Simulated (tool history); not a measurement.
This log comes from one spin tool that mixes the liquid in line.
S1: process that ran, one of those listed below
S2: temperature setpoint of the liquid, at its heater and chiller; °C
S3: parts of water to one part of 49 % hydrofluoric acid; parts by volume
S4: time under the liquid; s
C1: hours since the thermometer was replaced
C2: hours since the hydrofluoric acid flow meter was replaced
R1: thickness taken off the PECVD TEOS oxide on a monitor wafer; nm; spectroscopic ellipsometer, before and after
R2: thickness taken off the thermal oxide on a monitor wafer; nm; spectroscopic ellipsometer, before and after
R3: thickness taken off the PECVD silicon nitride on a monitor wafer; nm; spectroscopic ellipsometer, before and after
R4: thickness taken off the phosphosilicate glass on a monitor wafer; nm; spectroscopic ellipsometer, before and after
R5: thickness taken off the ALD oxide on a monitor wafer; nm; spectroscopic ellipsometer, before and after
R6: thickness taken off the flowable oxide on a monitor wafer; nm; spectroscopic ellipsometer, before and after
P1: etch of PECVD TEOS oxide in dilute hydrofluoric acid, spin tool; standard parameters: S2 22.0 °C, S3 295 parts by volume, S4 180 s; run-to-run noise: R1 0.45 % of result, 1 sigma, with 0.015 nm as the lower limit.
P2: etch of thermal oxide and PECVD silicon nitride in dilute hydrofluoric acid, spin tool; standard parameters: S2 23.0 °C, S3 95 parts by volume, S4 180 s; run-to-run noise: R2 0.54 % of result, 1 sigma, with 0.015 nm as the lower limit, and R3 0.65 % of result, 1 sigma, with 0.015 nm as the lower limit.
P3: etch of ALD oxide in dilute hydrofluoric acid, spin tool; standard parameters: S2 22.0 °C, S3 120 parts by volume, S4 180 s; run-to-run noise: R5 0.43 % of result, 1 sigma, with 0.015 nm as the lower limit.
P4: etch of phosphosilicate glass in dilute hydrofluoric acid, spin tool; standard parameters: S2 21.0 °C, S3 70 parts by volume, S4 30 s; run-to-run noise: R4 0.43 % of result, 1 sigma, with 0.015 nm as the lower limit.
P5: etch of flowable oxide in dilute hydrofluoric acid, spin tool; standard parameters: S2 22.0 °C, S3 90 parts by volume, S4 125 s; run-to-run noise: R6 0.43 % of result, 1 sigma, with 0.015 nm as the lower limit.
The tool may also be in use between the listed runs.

{"run": 1, "hour": 11.4, "S1": "P1", "S2": 22.0, "S3": 295, "S4": 180, "C1": 149.0, "C2": 337.3, "R1": 8.2659}
{"run": 2, "hour": 23.8, "S1": "P2", "S2": 23.0, "S3": 20, "S4": 180, "C1": 161.4, "C2": 349.7, "R2": 43.258, "R3": 18.041}
{"run": 3, "hour": 37.3, "S1": "P4", "S2": 21.0, "S3": 115, "S4": 30, "C1": 174.9, "C2": 363.2, "R4": 44.045}
{"run": 4, "hour": 44.7, "S1": "P2", "S2": 27.0, "S3": 95, "S4": 180, "C1": 182.3, "C2": 370.6, "R2": 9.6271, "R3": 5.1302}
{"run": 5, "hour": 56.0, "S1": "P1", "S2": 22.0, "S3": 455, "S4": 95, "C1": 193.6, "C2": 381.9, "R1": 2.453}
{"run": 6, "hour": 66.5, "S1": "P2", "S2": 23.0, "S3": 95, "S4": 25, "C1": 204.1, "C2": 392.4, "R2": 1.1584, "R3": 0.5643}
{"run": 7, "hour": 73.6, "S1": "P3", "S2": 22.0, "S3": 120, "S4": 180, "C1": 211.2, "C2": 399.5, "R5": 18.234}
{"run": 8, "hour": 82.1, "S1": "P1", "S2": 22.0, "S3": 295, "S4": 35, "C1": 219.7, "C2": 408.0, "R1": 1.5927}
{"run": 9, "hour": 91.0, "S1": "P3", "S2": 22.0, "S3": 120, "S4": 55, "C1": 228.6, "C2": 416.9, "R5": 5.5455}
{"run": 10, "hour": 103.6, "S1": "P3", "S2": 27.0, "S3": 120, "S4": 180, "C1": 241.2, "C2": 429.5, "R5": 22.136}
{"run": 11, "hour": 111.6, "S1": "P5", "S2": 22.0, "S3": 155, "S4": 125, "C1": 249.2, "C2": 437.5, "R6": 14.153}
{"run": 12, "hour": 124.7, "S1": "P5", "S2": 17.0, "S3": 90, "S4": 125, "C1": 262.3, "C2": 450.6, "R6": 21.117}
{"run": 13, "hour": 137.9, "S1": "P1", "S2": 27.5, "S3": 295, "S4": 260, "C1": 275.5, "C2": 463.8, "R1": 14.348}
{"hour": 144.2, "done": "thermometer replaced"}
{"run": 14, "hour": 144.7, "S1": "P1", "S2": 22.0, "S3": 170, "S4": 180, "C1": 0.6, "C2": 470.6, "R1": 16.246}
{"run": 15, "hour": 152.8, "S1": "P3", "S2": 22.0, "S3": 60, "S4": 180, "C1": 8.7, "C2": 478.7, "R5": 39.314}
{"run": 16, "hour": 164.8, "S1": "P5", "S2": 22.0, "S3": 90, "S4": 70, "C1": 20.7, "C2": 490.7, "R6": 14.59}
{"run": 17, "hour": 173.1, "S1": "P5", "S2": 22.0, "S3": 90, "S4": 125, "C1": 29.0, "C2": 499.0, "R6": 25.983}
{"run": 18, "hour": 179.7, "S1": "P4", "S2": 21.0, "S3": 70, "S4": 45, "C1": 35.6, "C2": 505.6, "R4": 113.24}
{"run": 19, "hour": 190.5, "S1": "P1", "S2": 22.0, "S3": 505, "S4": 95, "C1": 46.4, "C2": 516.4, "R1": 2.1255}
{"run": 20, "hour": 203.2, "S1": "P1", "S2": 22.0, "S3": 295, "S4": 180, "C1": 59.1, "C2": 529.1, "R1": 8.1854}
{"run": 21, "hour": 211.7, "S1": "P4", "S2": 21.0, "S3": 70, "S4": 30, "C1": 67.6, "C2": 537.6, "R4": 76.222}
{"run": 22, "hour": 220.9, "S1": "P4", "S2": 28.5, "S3": 70, "S4": 30, "C1": 76.8, "C2": 546.8, "R4": 102.57}
{"run": 23, "hour": 228.8, "S1": "P2", "S2": 23.0, "S3": 95, "S4": 180, "C1": 84.7, "C2": 554.7, "R2": 8.2757, "R3": 3.9336}
{"run": 24, "hour": 236.1, "S1": "P2", "S2": 23.0, "S3": 95, "S4": 180, "C1": 92.0, "C2": 562.0, "R2": 8.2237, "R3": 4.0161}
{"run": 25, "hour": 243.7, "S1": "P1", "S2": 22.0, "S3": 535, "S4": 180, "C1": 99.6, "C2": 569.6, "R1": 3.682}
{"run": 26, "hour": 252.1, "S1": "P1", "S2": 22.0, "S3": 295, "S4": 365, "C1": 108.0, "C2": 578.0, "R1": 16.573}
{"run": 27, "hour": 264.4, "S1": "P1", "S2": 22.0, "S3": 295, "S4": 180, "C1": 120.3, "C2": 590.3, "R1": 8.2765}
{"run": 28, "hour": 270.3, "S1": "P1", "S2": 17.0, "S3": 295, "S4": 180, "C1": 126.2, "C2": 596.2, "R1": 6.8262}
{"run": 29, "hour": 281.3, "S1": "P1", "S2": 22.0, "S3": 295, "S4": 180, "C1": 137.2, "C2": 607.2, "R1": 8.1967}
{"run": 30, "hour": 293.2, "S1": "P1", "S2": 30.0, "S3": 295, "S4": 180, "C1": 149.1, "C2": 619.1, "R1": 10.896}
{"run": 31, "hour": 300.9, "S1": "P1", "S2": 22.0, "S3": 295, "S4": 180, "C1": 156.8, "C2": 626.8, "R1": 8.2555}
{"run": 32, "hour": 309.8, "S1": "P1", "S2": 22.0, "S3": 295, "S4": 180, "C1": 165.7, "C2": 635.7, "R1": 8.4033}
{"run": 33, "hour": 317.8, "S1": "P1", "S2": 22.0, "S3": 295, "S4": 180, "C1": 173.7, "C2": 643.7, "R1": 8.3542}
{"run": 34, "hour": 327.0, "S1": "P1", "S2": 22.0, "S3": 295, "S4": 180, "C1": 182.9, "C2": 652.9, "R1": 8.553}
{"run": 35, "hour": 333.6, "S1": "P1", "S2": 22.0, "S3": 295, "S4": 180, "C1": 189.5, "C2": 659.5, "R1": 8.6623}
{"run": 36, "hour": 346.4, "S1": "P1", "S2": 22.0, "S3": 295, "S4": 180, "C1": 202.3, "C2": 672.3, "R1": 8.657}
{"run": 37, "hour": 355.2, "S1": "P1", "S2": 22.0, "S3": 295, "S4": 180, "C1": 211.1, "C2": 681.1, "R1": 8.5758}
{"run": 38, "hour": 363.7, "S1": "P1", "S2": 22.0, "S3": 295, "S4": 180, "C1": 219.6, "C2": 689.6, "R1": 8.6447}
{"run": 39, "hour": 375.2, "S1": "P1", "S2": 22.0, "S3": 295, "S4": 180, "C1": 231.1, "C2": 701.1, "R1": 8.7102}
{"run": 40, "hour": 383.1, "S1": "P1", "S2": 22.0, "S3": 295, "S4": 180, "C1": 239.0, "C2": 709.0, "R1": 8.7449}
{"run": 41, "hour": 394.0, "S1": "P1", "S2": 22.0, "S3": 295, "S4": 180, "C1": 249.9, "C2": 719.9, "R1": 8.7484}
{"run": 42, "hour": 400.7, "S1": "P1", "S2": 22.0, "S3": 295, "S4": 180, "C1": 256.6, "C2": 726.6, "R1": 8.6938}

Something has made what P1 gives creep away from where it was; the 2 causes below, each at its own stated size, fit the log equally well:
A: liquid hotter than its thermometer reads (K) = 1.59
B: hydrofluoric acid flow above the setpoint (%) = 4.52
The onset of the drift is placed at about hour 300.9.

4 check runs are offered, one wafer each, their results left as question marks. Which one tells the causes apart?
{"run": "check 1", "hour": 407.4, "S1": "P2", "S2": 23.0, "S3": 20, "S4": 45, "R2": "?", "R3": "?"}
{"run": "check 2", "hour": 407.4, "S1": "P5", "S2": 22.0, "S3": 150, "S4": 125, "R6": "?"}
{"run": "check 3", "hour": 407.4, "S1": "P4", "S2": 28.5, "S3": 105, "S4": 30, "R4": "?"}
{"run": "check 4", "hour": 407.4, "S1": "P3", "S2": 25.0, "S3": 120, "S4": 105, "R5": "?"}

Outcome of each check run for each possible cause:
check=check_1 result=R2 if_A=11.5480 if_B=11.2950
check=check_1 result=R3 if_A=5.0578 if_B=4.7284
check=check_2 result=R6 if_A=15.561 if_B=15.404
check=check_3 result=R4 if_A=69.070 if_B=68.426
check=check_4 result=R5 if_A=12.6990 if_B=12.5670
Minimum pairwise separation of causes per check, each pair taken at its best-separating result: check 1 6.74 %; check 2 1.02 %; check 3 0.94 %; check 4 1.05 %
Check 1 tells the causes apart: in the others they would give nearly the same result.

After running check 1, the following was obtained: R2 11.4910 nm; R3 5.0655 nm. Which cause does this point to?

It is A: liquid hotter than its thermometer reads (K).

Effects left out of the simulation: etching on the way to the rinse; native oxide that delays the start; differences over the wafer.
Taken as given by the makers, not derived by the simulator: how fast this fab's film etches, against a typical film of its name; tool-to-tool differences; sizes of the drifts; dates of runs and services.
